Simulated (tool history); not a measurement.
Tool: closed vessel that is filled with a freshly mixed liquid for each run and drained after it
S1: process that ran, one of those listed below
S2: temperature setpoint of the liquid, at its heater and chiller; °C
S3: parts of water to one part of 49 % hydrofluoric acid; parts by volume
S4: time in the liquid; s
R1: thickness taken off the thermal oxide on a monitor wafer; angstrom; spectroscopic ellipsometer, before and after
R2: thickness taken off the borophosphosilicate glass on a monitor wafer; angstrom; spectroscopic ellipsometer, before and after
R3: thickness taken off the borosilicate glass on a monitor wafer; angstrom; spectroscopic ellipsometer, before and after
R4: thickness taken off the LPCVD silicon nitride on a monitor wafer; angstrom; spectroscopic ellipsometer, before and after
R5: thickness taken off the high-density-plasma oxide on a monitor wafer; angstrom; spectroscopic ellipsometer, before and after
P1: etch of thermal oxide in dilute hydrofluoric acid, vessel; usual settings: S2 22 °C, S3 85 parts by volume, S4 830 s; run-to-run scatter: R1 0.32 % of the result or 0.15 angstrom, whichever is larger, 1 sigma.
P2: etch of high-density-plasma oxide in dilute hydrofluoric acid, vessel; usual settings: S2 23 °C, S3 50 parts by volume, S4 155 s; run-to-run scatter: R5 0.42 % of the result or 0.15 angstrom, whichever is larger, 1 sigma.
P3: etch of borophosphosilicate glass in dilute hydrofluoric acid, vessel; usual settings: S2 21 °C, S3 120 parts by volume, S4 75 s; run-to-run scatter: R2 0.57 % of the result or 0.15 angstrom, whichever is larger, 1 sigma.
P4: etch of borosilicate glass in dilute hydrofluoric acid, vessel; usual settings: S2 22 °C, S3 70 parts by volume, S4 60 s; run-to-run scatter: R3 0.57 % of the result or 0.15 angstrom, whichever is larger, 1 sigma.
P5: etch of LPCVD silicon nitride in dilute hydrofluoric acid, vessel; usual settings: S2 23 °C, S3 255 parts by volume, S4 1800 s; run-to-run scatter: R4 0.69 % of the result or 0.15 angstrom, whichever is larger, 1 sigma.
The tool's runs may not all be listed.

run	day	S1	S2	S3	S4	R1	R2	R3	R4	R5
1	0.308	P1	22	85	830	435.52				
2	0.671	P3	21	120	75		278.67			
3	0.908	P4	22	70	60			267.87		
4	1.179	P1	22	115	830	311.82				
5	1.521	P5	17.5	255	1800				21.303	
6	1.688	P1	22	85	830	436.03				
7	2	P4	22	70	60			268.13		
8	2.167	P4	22	20	60			988.37		
9	2.521	P3	21	185	75		166.16			
10	2.854	P1	22	85	1315	691.44				
11	3.188	P3	17	120	75		232.63			
12	3.554	P1	27	85	830	532.35				
13	3.821	P2	23	50	155					179.43
14	4.1	P1	22	85	830	434.15				
15	4.296	P5	23	255	825				13.755	
16	4.546	P1	22	85	120	63.305				
17	4.708	P2	23	90	155					95.046
18	4.962	P2	23	50	30					34.81
19	5.254	P4	17.5	70	60			220.89		
20	5.425	P2	28.5	50	155					225.01
21	5.6	P1	22	85	830	434.89				
22	5.917	P1	17.5	85	830	361.53				
23	6.075	P5	23	255	1800				30.529	
24	6.392	P3	21	120	110		402.91			
25	6.6	P1	22	85	830	435.72				
26	6.892	P1	22	25	830	1596.3				
27	7.246	P4	22	70	95			423.23		
28	7.525	P1	22	85	830	437.49				
29	7.888	P1	28.5	85	1505	1026.9				
30	8.062	P5	23	80	1800				95.689	
31	8.333	P1	22	85	830	435.84				
32	8.658	P1	22	85	830	449.28				
33	8.912	P1	22	85	830	455.04				
34	9.167	P1	22	85	830	460.51				
35	9.521	P1	22	85	830	461.27				
36	9.871	P1	22	85	830	463.7				
37	10.162	P1	22	85	830	466.14				
38	10.458	P1	22	85	830	466.54				
39	10.821	P1	22	85	830	462.94				

What P1 gives has crept away from where it was. These 2 causes fit the log equally well, each at the size given:
A: liquid hotter than its thermometer reads (K) = 1.7
B: hydrofluoric acid flow above the setpoint (%) = 6.44
The creep began at about day 8.333.

4 check runs are offered, each on 2 wafers whose results are averaged, their results left as question marks. Which one tells the causes apart?
check 1	11.183	P4	22	70	60			?		
check 2	11.183	P5	23	255	1800				?	
check 3	11.183	P2	23	50	155					?
check 4	11.183	P3	21	120	75		?			

What each check would give under each cause:
check	result	if A	if B
check 1	R3	285.88	285.35
check 2	R4	33.812	32.356
check 3	R5	193.07	192.37
check 4	R2	295.44	296.26
How far apart the two closest causes lie, in the result that separates them most: check 1 0.18 %; check 2 4.4 %; check 3 0.36 %; check 4 0.28 %
Only check 2 tells the causes apart: in the others they would give nearly the same result.

Check 2 was then run and gave: R4 33.765 angstrom. Which cause is it?

It is A: liquid hotter than its thermometer reads (K).
